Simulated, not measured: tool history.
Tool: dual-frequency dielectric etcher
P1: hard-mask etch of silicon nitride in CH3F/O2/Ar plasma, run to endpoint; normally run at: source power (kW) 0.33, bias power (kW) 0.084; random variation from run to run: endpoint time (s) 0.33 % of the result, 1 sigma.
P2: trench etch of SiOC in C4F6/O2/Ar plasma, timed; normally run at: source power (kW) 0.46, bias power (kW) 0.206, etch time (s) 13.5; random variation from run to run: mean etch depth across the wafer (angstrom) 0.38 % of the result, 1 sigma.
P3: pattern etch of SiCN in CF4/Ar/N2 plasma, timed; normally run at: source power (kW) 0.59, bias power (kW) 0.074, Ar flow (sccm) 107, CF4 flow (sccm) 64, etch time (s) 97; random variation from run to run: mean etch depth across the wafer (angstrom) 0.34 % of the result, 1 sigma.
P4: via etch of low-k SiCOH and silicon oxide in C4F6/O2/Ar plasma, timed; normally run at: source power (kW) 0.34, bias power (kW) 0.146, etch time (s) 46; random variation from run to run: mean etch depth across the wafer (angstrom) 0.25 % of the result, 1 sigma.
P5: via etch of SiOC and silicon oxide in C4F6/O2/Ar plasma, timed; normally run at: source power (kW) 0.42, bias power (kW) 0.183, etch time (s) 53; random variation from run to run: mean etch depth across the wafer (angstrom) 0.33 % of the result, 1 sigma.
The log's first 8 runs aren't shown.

run	day	process that ran	source power (kW)	bias power (kW)	etch time (s)	Ar flow (sccm)	CF4 flow (sccm)	endpoint time (s)	mean etch depth across the wafer (angstrom)
9	5.35	P4	0.34	0.087	46				865.94
10	6.025	P3	0.59	0.074	97	107	64		1004.5
11	6.592	P1	0.25	0.084				53.907	
12	7.167	P4	0.34	0.146	46				1002
13	7.804	P5	0.31	0.183	53				568.02
14	8.438	P4	0.34	0.146	30.5				666.09
15	8.804	P3	0.42	0.074	97	107	64		748.88
16	9.454	P2	0.46	0.206	8.5				198.84
17	10.188	P1	0.33	0.104				45.015	
18	10.858	P3	0.59	0.074	97	107	64		1000.4
19	11.55	P1	0.33	0.068				52.455	
20	11.962	P1	0.33	0.084				48.866	
21	12.696	P1	0.24	0.109				49.742	
22	13.088	P2	0.29	0.206	13.5				263.55
23	13.488	P1	0.42	0.084				44.522	
24	14.029	P3	0.59	0.104	97	107	64		1138.5
25	14.55	P5	0.42	0.183	53				639.79
26	15.229	P5	0.42	0.183	70.5				852.24

Run 27 comes next. What will it give?
27	15.646	P3	0.59	0.074	97	107	90		?

Run 27 gave mean etch depth across the wafer (angstrom) 1068.3.
